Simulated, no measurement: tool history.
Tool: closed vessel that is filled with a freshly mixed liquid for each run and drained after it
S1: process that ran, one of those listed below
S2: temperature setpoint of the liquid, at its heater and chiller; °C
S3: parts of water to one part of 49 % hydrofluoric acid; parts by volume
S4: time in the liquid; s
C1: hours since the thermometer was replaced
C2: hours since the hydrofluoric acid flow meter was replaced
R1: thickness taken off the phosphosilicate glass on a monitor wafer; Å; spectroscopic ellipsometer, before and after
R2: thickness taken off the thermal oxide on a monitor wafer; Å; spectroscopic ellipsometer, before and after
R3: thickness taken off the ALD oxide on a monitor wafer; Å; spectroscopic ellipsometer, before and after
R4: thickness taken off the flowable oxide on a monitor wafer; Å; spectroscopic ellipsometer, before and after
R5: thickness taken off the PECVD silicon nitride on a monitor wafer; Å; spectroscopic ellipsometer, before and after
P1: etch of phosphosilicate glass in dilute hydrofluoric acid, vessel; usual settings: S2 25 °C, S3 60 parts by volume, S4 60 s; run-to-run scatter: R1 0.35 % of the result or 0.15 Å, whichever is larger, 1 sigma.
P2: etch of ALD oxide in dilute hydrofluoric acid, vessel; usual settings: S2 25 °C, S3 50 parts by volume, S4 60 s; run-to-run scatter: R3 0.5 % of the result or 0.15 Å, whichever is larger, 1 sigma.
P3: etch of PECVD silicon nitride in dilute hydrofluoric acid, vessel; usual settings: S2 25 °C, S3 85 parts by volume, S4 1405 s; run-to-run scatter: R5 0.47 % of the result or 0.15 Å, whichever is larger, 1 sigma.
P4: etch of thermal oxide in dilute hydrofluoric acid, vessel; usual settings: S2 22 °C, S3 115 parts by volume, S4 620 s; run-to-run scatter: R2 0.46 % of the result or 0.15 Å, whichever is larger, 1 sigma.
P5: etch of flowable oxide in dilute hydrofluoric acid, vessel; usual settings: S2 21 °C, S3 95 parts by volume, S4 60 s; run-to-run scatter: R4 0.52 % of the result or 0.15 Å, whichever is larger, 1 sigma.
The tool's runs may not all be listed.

run 1 hour=8.2 | S1=P1 S2=25 S3=60 S4=60 | C1=1437.6 C2=389.7 | R1=668.62
run 2 hour=17.2 | S1=P4 S2=22 S3=115 S4=90 | C1=1446.6 C2=398.7 | R2=34.232
run 3 hour=24.2 | S1=P1 S2=20.5 S3=85 S4=60 | C1=1453.6 C2=405.7 | R1=377.32
run 4 hour=34.4 | S1=P1 S2=25 S3=60 S4=60 | C1=1463.8 C2=415.9 | R1=668.37
run 5 hour=49.3 | S1=P1 S2=18 S3=85 S4=60 | C1=1478.7 C2=430.8 | R1=339.94
run 6 hour=57.5 | S1=P1 S2=25 S3=60 S4=60 | C1=1486.9 C2=439 | R1=668.84
run 7 hour=70 | S1=P4 S2=22 S3=115 S4=620 | C1=1499.4 C2=451.5 | R2=236.2
run 8 hour=77.5 | S1=P2 S2=25 S3=50 S4=60 | C1=1506.9 C2=459 | R3=221.14
run 9 hour=91.4 | S1=P1 S2=25 S3=60 S4=60 | C1=1520.8 C2=472.9 | R1=666
run 10 hour=99.5 | S1=P5 S2=21 S3=140 S4=60 | C1=1528.9 C2=481 | R4=94.697
run 11 hour=112.2 | S1=P1 S2=21.5 S3=60 S4=60 | C1=1541.6 C2=493.7 | R1=576.8
run 12 hour=120.3 | S1=P1 S2=25 S3=60 S4=95 | C1=1549.7 C2=501.8 | R1=1057.1
run 13 hour=129 | S1=P5 S2=21 S3=95 S4=30 | C1=1558.4 C2=510.5 | R4=74.333
run 14 hour=140.2 | S1=P2 S2=18 S3=50 S4=60 | C1=1569.6 C2=521.7 | R3=164.3
run 15 hour=150.5 | S1=P5 S2=17 S3=95 S4=60 | C1=1579.9 C2=532 | R4=125.46
run 16 hour=163.9 | S1=P1 S2=25 S3=20 S4=30 | C1=1593.3 C2=545.4 | R1=1051.1
run 17 hour=172.6 | S1=P1 S2=25 S3=30 S4=60 | C1=1602 C2=554.1 | R1=1380.2
run 18 hour=181.6 | S1=P1 S2=25 S3=60 S4=30 | C1=1611 C2=563.1 | R1=331.52
run 19 hour=194.7 | S1=P3 S2=25 S3=85 S4=1405 | C1=1624.1 C2=576.2 | R5=339.64
run 20 hour=202.3 | S1=P1 S2=25 S3=105 S4=60 | C1=1631.7 C2=583.8 | R1=360.9
run 21 hour=210.8 | S1=P4 S2=26.5 S3=115 S4=620 | C1=1640.2 C2=592.3 | R2=281.57
run 22 hour=224.3 | S1=P3 S2=25 S3=85 S4=1405 | C1=1653.7 C2=605.8 | R5=342.58

Forecast run 23:
run 23 hour=234.6 | S1=P1 S2=32 S3=60 S4=60 | C1=1664 C2=616.1 | R1=?

Run 23 gave R1 878.95 Å.
